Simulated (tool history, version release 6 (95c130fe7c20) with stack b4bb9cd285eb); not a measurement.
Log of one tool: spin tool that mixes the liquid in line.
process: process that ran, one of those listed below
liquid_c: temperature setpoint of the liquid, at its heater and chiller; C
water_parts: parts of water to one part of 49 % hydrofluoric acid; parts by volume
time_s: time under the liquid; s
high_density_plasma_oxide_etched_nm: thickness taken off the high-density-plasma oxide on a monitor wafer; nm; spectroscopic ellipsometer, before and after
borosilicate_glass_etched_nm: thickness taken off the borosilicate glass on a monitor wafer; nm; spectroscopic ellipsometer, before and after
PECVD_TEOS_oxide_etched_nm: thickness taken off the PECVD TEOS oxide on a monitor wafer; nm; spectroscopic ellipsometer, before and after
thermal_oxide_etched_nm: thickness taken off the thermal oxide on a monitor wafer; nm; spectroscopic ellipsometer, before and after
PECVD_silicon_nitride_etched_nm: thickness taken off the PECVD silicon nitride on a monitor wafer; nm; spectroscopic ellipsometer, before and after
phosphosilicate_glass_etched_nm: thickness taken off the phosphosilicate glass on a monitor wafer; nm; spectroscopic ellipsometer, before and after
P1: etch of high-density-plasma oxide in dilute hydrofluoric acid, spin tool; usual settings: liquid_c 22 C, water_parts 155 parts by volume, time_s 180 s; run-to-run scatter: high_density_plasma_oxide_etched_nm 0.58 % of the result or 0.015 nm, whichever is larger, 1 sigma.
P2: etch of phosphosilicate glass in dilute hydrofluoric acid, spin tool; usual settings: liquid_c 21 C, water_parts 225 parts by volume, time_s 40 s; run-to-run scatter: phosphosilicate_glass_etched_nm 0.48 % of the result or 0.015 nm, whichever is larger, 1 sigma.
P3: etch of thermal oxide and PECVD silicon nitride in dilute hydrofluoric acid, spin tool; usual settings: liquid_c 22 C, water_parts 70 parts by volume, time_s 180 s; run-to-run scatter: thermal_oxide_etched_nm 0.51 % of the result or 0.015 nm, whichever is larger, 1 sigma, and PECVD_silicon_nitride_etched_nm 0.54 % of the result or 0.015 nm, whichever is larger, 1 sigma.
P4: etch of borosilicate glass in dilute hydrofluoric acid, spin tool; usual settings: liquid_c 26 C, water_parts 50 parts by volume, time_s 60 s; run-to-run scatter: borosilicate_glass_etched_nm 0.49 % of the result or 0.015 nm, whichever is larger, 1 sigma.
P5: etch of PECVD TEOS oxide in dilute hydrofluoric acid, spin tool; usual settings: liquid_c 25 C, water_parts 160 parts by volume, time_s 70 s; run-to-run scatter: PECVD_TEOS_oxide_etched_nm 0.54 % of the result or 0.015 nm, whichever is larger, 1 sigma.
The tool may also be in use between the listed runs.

run   hour  process  liquid_c  water_parts  time_s  high_density_plasma_oxide_etched_nm  borosilicate_glass_etched_nm  PECVD_TEOS_oxide_etched_nm  thermal_oxide_etched_nm  PECVD_silicon_nitride_etched_nm  phosphosilicate_glass_etched_nm
  1   10.5       P1        22          155     180                               7.5066
  2   26.5       P1        22          155     300                               12.509
  3   39.8       P4        26           50      60                                                             37.975
  4   54.6       P5        25          160     120                                                                                         11.311
  5   67.2       P1        22          280     180                               3.6494
  6   79.7       P3        22           70     180                                                                                                                  11.763                           7.7165
  7   91.7       P2        17          225      40                                                                                                                                                                                    12.139
  8  103.7       P4        26           30      60                                                             64.782
  9    113       P4      33.5           50      60                                                             51.009
 10  122.6       P1        22          155      50                               2.0386
 11    134       P1        22          155     180                               7.4845
     146.1  -- thermometer replaced
 12  149.8       P2        21          225      40                                                                                                                                                                                    14.151
 13    166       P2        21          225      60                                                                                                                                                                                    21.094
 14    179       P5        25          160      70                                                                                         6.6396
 15  194.9       P1        22          155     180                               7.5281
 16  205.8       P1        22          155     180                               7.4758
 17    216       P1      18.5           85     180                               12.817
 18    223       P1        22           50     180                               26.267
 19  238.3       P3        22          125     180                                                                                                                  6.1375                           4.3541
 20  247.8       P2        21          225      40                                                                                                                                                                                    14.171
 21  259.8       P3        22           70      65                                                                                                                  4.1933                           2.7987
 22  274.3       P5        25          270      70                                                                                         3.4048
 23    283       P4        26           50      60                                                             37.545
 24  290.8       P1      28.5          155     180                               9.5841
 25  299.8       P4        26           50      95                                                             60.574
 26  307.9       P5      32.5          160      70                                                                                         8.6437
 27  320.7       P2        21          370      40                                                                                                                                                                                    7.5364
 28  336.6       P3        17           70     180                                                                                                                   9.514                           5.4769
 29  351.6       P5        25          160      70                                                                                         6.5568
 30  364.2       P1        17          155     180                               6.1738
 31  379.6       P1        22          155     180                               7.5362
 32    387       P1        22          155     180                               7.3997
 33  398.2       P1        22          155     180                               7.1664
 34  412.8       P1        22          155     180                               7.0318
 35  425.7       P1        22          155     180                                7.098
 36  437.7       P1        22          155     180                               7.0033
 37  445.9       P1        22          155     180                               6.9727
 38  457.9       P1        22          155     180                               6.9783
 39  473.4       P1        22          155     180                               6.9988
 40  484.6       P1        22          155     180                               6.9124

What P1 gives has crept away from where it was. These 2 causes fit the log equally well, each at the size given:
A: liquid colder than its thermometer reads (K) = 1.87
B: hydrofluoric acid flow below the setpoint (%) = 6.05
The creep began at about hour 379.6.

4 check runs are offered, one wafer each, their results left as question marks. Which one tells the causes apart?
check 1  495.8       P5        25          160      70                                                                                              ?
check 2  495.8       P4        26           50      60                                                                  ?
check 3  495.8       P2        21          225      40                                                                                                                                                                                         ?
check 4  495.8       P3        22           70     180                                                                                                                       ?                                ?

What each check would give under each cause:
  check                           result    if A    if B
check 1       PECVD_TEOS_oxide_etched_nm  6.1223  6.1024
check 2     borosilicate_glass_etched_nm  34.989   35.32
check 3  phosphosilicate_glass_etched_nm  13.146  13.076
check 4          thermal_oxide_etched_nm  10.894      11
check 4  PECVD_silicon_nitride_etched_nm  6.7654  7.2315
How far apart the two closest causes lie, in the result that separates them most: check 1 0.33 %; check 2 0.94 %; check 3 0.54 %; check 4 6.66 %
Check 4 tells the causes apart: in the others they would give nearly the same result.

Check 4 was then run and gave: thermal_oxide_etched_nm 11.043 nm; PECVD_silicon_nitride_etched_nm 7.2497 nm. Which cause is it?

It is B: hydrofluoric acid flow below the setpoint (%).
